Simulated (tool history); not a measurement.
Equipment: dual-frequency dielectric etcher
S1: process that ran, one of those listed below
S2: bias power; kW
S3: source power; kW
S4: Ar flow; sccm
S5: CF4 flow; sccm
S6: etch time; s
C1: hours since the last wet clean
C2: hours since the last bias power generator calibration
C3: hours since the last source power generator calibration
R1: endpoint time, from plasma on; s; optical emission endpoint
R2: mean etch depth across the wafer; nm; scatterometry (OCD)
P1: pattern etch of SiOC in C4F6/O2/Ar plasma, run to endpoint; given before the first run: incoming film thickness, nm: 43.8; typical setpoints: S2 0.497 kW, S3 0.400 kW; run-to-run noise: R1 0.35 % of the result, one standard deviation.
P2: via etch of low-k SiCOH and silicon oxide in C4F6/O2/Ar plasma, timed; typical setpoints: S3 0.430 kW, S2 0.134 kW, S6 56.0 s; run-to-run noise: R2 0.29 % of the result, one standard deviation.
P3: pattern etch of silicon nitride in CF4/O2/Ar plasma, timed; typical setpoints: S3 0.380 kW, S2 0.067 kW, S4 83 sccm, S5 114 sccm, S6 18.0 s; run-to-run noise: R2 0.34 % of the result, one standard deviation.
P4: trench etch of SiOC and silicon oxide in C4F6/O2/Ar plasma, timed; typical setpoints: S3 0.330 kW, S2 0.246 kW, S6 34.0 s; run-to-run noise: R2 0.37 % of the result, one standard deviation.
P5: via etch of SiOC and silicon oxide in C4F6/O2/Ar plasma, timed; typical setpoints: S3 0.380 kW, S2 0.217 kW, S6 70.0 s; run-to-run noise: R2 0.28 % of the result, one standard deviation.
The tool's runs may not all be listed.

{"run": 1, "day": 0.417, "S1": "P1", "S2": 0.497, "S3": 0.4, "C1": 229.4, "C2": 1447.0, "C3": 463.6, "R1": 14.697}
{"run": 2, "day": 1.029, "S1": "P1", "S2": 0.497, "S3": 0.4, "C1": 244.1, "C2": 1461.7, "C3": 478.3, "R1": 14.661}
{"run": 3, "day": 1.762, "S1": "P1", "S2": 0.497, "S3": 0.47, "C1": 261.7, "C2": 1479.3, "C3": 495.9, "R1": 13.894}
{"run": 4, "day": 2.346, "S1": "P1", "S2": 0.297, "S3": 0.4, "C1": 275.7, "C2": 1493.3, "C3": 509.9, "R1": 17.547}
{"run": 5, "day": 3.029, "S1": "P3", "S2": 0.067, "S3": 0.38, "S4": 83, "S5": 114, "S6": 18.0, "C1": 292.1, "C2": 1509.7, "C3": 526.3, "R2": 30.551}
{"run": 6, "day": 3.496, "S1": "P3", "S2": 0.067, "S3": 0.24, "S4": 83, "S5": 114, "S6": 18.0, "C1": 303.3, "C2": 1520.9, "C3": 537.5, "R2": 20.514}
{"run": 7, "day": 3.854, "S1": "P3", "S2": 0.067, "S3": 0.38, "S4": 52, "S5": 114, "S6": 18.0, "C1": 311.9, "C2": 1529.5, "C3": 546.1, "R2": 31.651}
{"run": 8, "day": 4.35, "S1": "P1", "S2": 0.497, "S3": 0.4, "C1": 323.8, "C2": 1541.4, "C3": 558.0, "R1": 14.663}
{"run": 9, "day": 5.004, "S1": "P4", "S2": 0.246, "S3": 0.2, "S6": 34.0, "C1": 339.5, "C2": 1557.1, "C3": 573.7, "R2": 55.117}
{"run": 10, "day": 5.696, "S1": "P1", "S2": 0.66, "S3": 0.4, "C1": 356.1, "C2": 1573.7, "C3": 590.3, "R1": 13.127}
{"day": 6.017, "done": "wet clean of the chamber"}
{"run": 11, "day": 6.25, "S1": "P5", "S2": 0.217, "S3": 0.38, "S6": 44.5, "C1": 5.7, "C2": 1587.0, "C3": 603.6, "R2": 53.532}
{"run": 12, "day": 6.629, "S1": "P4", "S2": 0.246, "S3": 0.33, "S6": 34.0, "C1": 14.8, "C2": 1596.1, "C3": 612.7, "R2": 67.252}
{"run": 13, "day": 7.362, "S1": "P1", "S2": 0.319, "S3": 0.25, "C1": 32.4, "C2": 1613.7, "C3": 630.3, "R1": 20.51}
{"run": 14, "day": 8.1, "S1": "P1", "S2": 0.378, "S3": 0.33, "C1": 50.1, "C2": 1631.4, "C3": 648.0, "R1": 17.442}
{"run": 15, "day": 8.8, "S1": "P5", "S2": 0.217, "S3": 0.38, "S6": 70.0, "C1": 66.9, "C2": 1648.2, "C3": 664.8, "R2": 83.96}
{"run": 16, "day": 9.229, "S1": "P2", "S2": 0.134, "S3": 0.43, "S6": 68.5, "C1": 77.2, "C2": 1658.5, "C3": 675.1, "R2": 179.25}
{"day": 9.667, "done": "bias power generator calibrated"}
{"run": 17, "day": 9.783, "S1": "P5", "S2": 0.217, "S3": 0.3, "S6": 70.0, "C1": 90.5, "C2": 2.8, "C3": 688.4, "R2": 76.924}
{"run": 18, "day": 10.433, "S1": "P3", "S2": 0.067, "S3": 0.38, "S4": 83, "S5": 114, "S6": 12.5, "C1": 106.1, "C2": 18.4, "C3": 704.0, "R2": 21.127}
{"run": 19, "day": 11.088, "S1": "P4", "S2": 0.182, "S3": 0.33, "S6": 34.0, "C1": 121.8, "C2": 34.1, "C3": 719.7, "R2": 61.048}
{"run": 20, "day": 11.788, "S1": "P1", "S2": 0.497, "S3": 0.28, "C1": 138.6, "C2": 50.9, "C3": 736.5, "R1": 16.768}
{"run": 21, "day": 12.542, "S1": "P4", "S2": 0.246, "S3": 0.33, "S6": 48.0, "C1": 156.7, "C2": 69.0, "C3": 754.6, "R2": 94.62}
{"run": 22, "day": 13.125, "S1": "P5", "S2": 0.289, "S3": 0.38, "S6": 70.0, "C1": 170.7, "C2": 83.0, "C3": 768.6, "R2": 92.7}
{"day": 13.429, "done": "source power generator calibrated"}
{"run": 23, "day": 13.683, "S1": "P1", "S2": 0.497, "S3": 0.4, "C1": 184.1, "C2": 96.4, "C3": 6.1, "R1": 14.629}
{"run": 24, "day": 14.121, "S1": "P4", "S2": 0.246, "S3": 0.33, "S6": 34.0, "C1": 194.6, "C2": 106.9, "C3": 16.6, "R2": 67.164}
{"run": 25, "day": 14.546, "S1": "P2", "S2": 0.134, "S3": 0.58, "S6": 56.0, "C1": 204.8, "C2": 117.1, "C3": 26.8, "R2": 165.08}
{"run": 26, "day": 15.275, "S1": "P1", "S2": 0.497, "S3": 0.4, "C1": 222.3, "C2": 134.6, "C3": 44.3, "R1": 14.683}
{"run": 27, "day": 15.867, "S1": "P2", "S2": 0.134, "S3": 0.43, "S6": 56.0, "C1": 236.5, "C2": 148.8, "C3": 58.5, "R2": 146.38}
{"run": 28, "day": 16.529, "S1": "P1", "S2": 0.497, "S3": 0.4, "C1": 252.4, "C2": 164.7, "C3": 74.4, "R1": 14.595}
{"run": 29, "day": 17.017, "S1": "P3", "S2": 0.067, "S3": 0.38, "S4": 83, "S5": 141, "S6": 18.0, "C1": 264.1, "C2": 176.4, "C3": 86.1, "R2": 31.307}
{"run": 30, "day": 17.417, "S1": "P3", "S2": 0.053, "S3": 0.38, "S4": 83, "S5": 114, "S6": 18.0, "C1": 273.7, "C2": 186.0, "C3": 95.7, "R2": 27.926}
{"run": 31, "day": 17.888, "S1": "P3", "S2": 0.067, "S3": 0.38, "S4": 83, "S5": 114, "S6": 18.0, "C1": 285.0, "C2": 197.3, "C3": 107.0, "R2": 30.582}
{"run": 32, "day": 18.583, "S1": "P1", "S2": 0.376, "S3": 0.3, "C1": 301.7, "C2": 214.0, "C3": 123.7, "R1": 17.952}
{"run": 33, "day": 18.979, "S1": "P2", "S2": 0.103, "S3": 0.43, "S6": 56.0, "C1": 311.2, "C2": 223.5, "C3": 133.2, "R2": 137.25}
{"run": 34, "day": 19.725, "S1": "P1", "S2": 0.497, "S3": 0.4, "C1": 329.1, "C2": 241.4, "C3": 151.1, "R1": 14.727}
{"run": 35, "day": 20.404, "S1": "P1", "S2": 0.497, "S3": 0.4, "C1": 345.4, "C2": 257.7, "C3": 167.4, "R1": 14.575}
{"run": 36, "day": 20.796, "S1": "P1", "S2": 0.497, "S3": 0.4, "C1": 354.8, "C2": 267.1, "C3": 176.8, "R1": 14.452}
{"run": 37, "day": 21.442, "S1": "P1", "S2": 0.497, "S3": 0.4, "C1": 370.3, "C2": 282.6, "C3": 192.3, "R1": 14.4}
{"day": 21.804, "done": "wet clean of the chamber"}
{"run": 38, "day": 21.988, "S1": "P1", "S2": 0.497, "S3": 0.4, "C1": 4.5, "C2": 295.7, "C3": 205.4, "R1": 14.39}
{"run": 39, "day": 22.746, "S1": "P1", "S2": 0.497, "S3": 0.4, "C1": 22.7, "C2": 313.9, "C3": 223.6, "R1": 14.417}

Expected results for the next run?
{"run": 40, "day": 23.35, "S1": "P1", "S2": 0.497, "S3": 0.4, "C1": 37.2, "C2": 328.4, "C3": 238.1, "R1": "?"}

{"run 40": {"R1": 14.403}}

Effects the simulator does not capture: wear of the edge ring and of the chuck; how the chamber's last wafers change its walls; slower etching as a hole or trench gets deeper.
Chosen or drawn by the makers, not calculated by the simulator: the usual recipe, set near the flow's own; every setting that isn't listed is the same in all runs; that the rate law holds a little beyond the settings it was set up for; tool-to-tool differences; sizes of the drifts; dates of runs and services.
